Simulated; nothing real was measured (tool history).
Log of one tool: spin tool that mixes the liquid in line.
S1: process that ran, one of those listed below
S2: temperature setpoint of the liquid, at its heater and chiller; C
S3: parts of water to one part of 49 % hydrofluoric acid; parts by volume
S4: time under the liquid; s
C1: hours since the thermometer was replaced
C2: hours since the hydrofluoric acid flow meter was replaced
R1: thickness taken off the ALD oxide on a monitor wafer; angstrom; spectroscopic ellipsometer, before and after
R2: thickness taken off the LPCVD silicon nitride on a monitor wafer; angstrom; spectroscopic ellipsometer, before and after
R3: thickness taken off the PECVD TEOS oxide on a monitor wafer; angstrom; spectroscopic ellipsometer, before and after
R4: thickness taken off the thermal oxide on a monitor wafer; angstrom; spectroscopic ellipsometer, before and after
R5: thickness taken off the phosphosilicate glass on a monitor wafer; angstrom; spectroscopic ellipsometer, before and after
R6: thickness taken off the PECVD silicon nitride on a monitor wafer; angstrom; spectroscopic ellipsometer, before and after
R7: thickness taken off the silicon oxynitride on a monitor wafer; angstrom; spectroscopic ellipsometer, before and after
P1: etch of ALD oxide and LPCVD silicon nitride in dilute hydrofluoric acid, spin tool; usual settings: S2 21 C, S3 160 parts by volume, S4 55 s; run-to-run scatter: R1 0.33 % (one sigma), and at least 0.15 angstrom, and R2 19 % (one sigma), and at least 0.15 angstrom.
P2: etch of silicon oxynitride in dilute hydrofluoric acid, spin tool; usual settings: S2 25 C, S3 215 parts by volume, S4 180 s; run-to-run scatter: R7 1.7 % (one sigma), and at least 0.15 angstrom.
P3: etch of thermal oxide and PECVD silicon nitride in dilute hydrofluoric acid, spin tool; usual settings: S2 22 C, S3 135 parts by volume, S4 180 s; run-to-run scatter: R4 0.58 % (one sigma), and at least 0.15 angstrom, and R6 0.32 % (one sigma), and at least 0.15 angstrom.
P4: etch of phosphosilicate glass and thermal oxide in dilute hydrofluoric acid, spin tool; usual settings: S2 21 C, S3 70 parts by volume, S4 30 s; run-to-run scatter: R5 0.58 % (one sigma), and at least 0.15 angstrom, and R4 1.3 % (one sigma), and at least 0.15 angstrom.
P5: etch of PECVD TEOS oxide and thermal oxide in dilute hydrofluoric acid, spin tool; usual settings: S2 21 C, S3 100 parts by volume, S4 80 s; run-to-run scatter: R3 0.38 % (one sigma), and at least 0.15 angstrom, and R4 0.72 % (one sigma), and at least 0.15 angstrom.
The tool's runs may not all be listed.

run	hour	S1	S2	S3	S4	C1	C2	R1	R2	R3	R4	R5	R6	R7
1	8.9	P1	21	160	55	951.1	652.5	83.922	1.9848					
2	21.1	P1	26	160	55	963.3	664.7	101.75	2.2343					
3	34.1	P5	28	100	80	976.3	677.7			79.674	45.907			
4	41.8	P1	21	160	90	984	685.4	138.99	2.615					
5	55.1	P1	21	250	15	997.3	698.7	13.234	0.12082					
6	70.9	P1	26.5	95	55	1013.1	714.5	190.62	4.4501					
7	80	P4	21	70	15	1022.2	723.6				9.1433	397.67		
8	91.2	P3	22	135	180	1033.4	734.8				53.338		67.827	
9	99.3	P1	21	160	55	1041.5	742.9	84.324	1.4141					
10	112	P1	21	65	55	1054.2	755.6	230.84	3.8553					
11	125.2	P2	31.5	215	180	1067.4	768.8							20.916
12	134.7	P1	21	160	55	1076.9	778.3	84.541	1.3162					
13	142.8	P4	17	70	30	1085	786.4				15.173	672.38		
14	150.2	P1	21	95	25	1092.4	793.8	69.365	1.5965					
15	165.9	P5	21	30	80	1108.1	809.5			219.52	125.81			
16	182	P3	22	135	15	1124.2	825.6				4.3606		6.0538	
17	198.5	P2	25	215	270	1140.7	842.1							22.948
18	211.4	P5	21	100	15	1153.6	855			11.373	6.5452			
19	224.8	P1	21	255	55	1167	868.4	48.44	0.75217					
20	237.7	P3	28.5	135	180	1179.9	881.3				68.556		102.27	
21	252.1	P2	25	215	180	1194.3	895.7							15.342
22	266.8	P4	21	70	30	1209	910.4				18.59	797.47		
23	281.9	P1	17	160	55	1224.1	925.5	71.862	1.1708					
24	291.2	P2	25	385	180	1233.4	934.8							7.4061
25	304.3	P5	21	100	80	1246.5	947.9			60.427	34.497			
26	314.8	P3	22	135	180	1257	958.4				52.997		67.944	
27	324.5	P1	21	160	55	1266.7	968.1	83.897	0.84236					
28	335.5	P1	21	160	15	1277.7	979.1	22.819	0.60303					
29	348.4	P3	22	85	180	1290.6	992				88.872		106.48	
30	364.3	P1	21	160	55	1306.5	1007.9	84.966	1.2592					
31	377.5	P4	21	100	30	1319.7	1021.1				12.561	539.59		
32	393.6	P1	21	160	55	1335.8	1037.2	84.19	2.0098					
33	404.5	P1	21	160	55	1346.7	1048.1	84.268	1.2427					
34	417.9	P1	21	160	55	1360.1	1061.5	80.56	1.3604					
35	431.1	P1	21	160	55	1373.3	1074.7	79.118	0.86876					
36	443.1	P1	21	160	55	1385.3	1086.7	78.143	1.7439					
37	451.2	P1	21	160	55	1393.4	1094.8	77.797	1.2199					
38	468	P1	21	160	55	1410.2	1111.6	77.578	1.4992					
39	477.7	P1	21	160	55	1419.9	1121.3	77.609	0.78105					

What P1 gives has crept away from where it was. These 2 causes fit the log equally well, each at the size given:
A: liquid colder than its thermometer reads (K) = 2.21
B: hydrofluoric acid flow below the setpoint (%) = 7.17
The creep began at about hour 404.5.

4 check runs are offered, one wafer each, their results left as question marks. Which one tells the causes apart?
check 1	487.4	P5	21	100	80					?	?			
check 2	487.4	P2	25	215	180									?
check 3	487.4	P3	22	135	180						?		?	
check 4	487.4	P4	21	70	30						?	?		

What each check would give under each cause:
check	result	if A	if B
check 1	R3	55.347	55.776
check 1	R4	31.503	31.747
check 2	R7	13.985	14.139
check 3	R4	48.694	48.794
check 3	R6	58.574	63.09
check 4	R4	16.674	16.871
check 4	R5	725.35	733.94
How far apart the two closest causes lie, in the result that separates them most: check 1 0.77 %; check 2 1.09 %; check 3 7.43 %; check 4 1.18 %
Only check 3 tells the causes apart: in the others they would give nearly the same result.

Check 3 was then run and gave: R4 48.222 angstrom; R6 58.554 angstrom. Which cause is it?

It is A: liquid colder than its thermometer reads (K).

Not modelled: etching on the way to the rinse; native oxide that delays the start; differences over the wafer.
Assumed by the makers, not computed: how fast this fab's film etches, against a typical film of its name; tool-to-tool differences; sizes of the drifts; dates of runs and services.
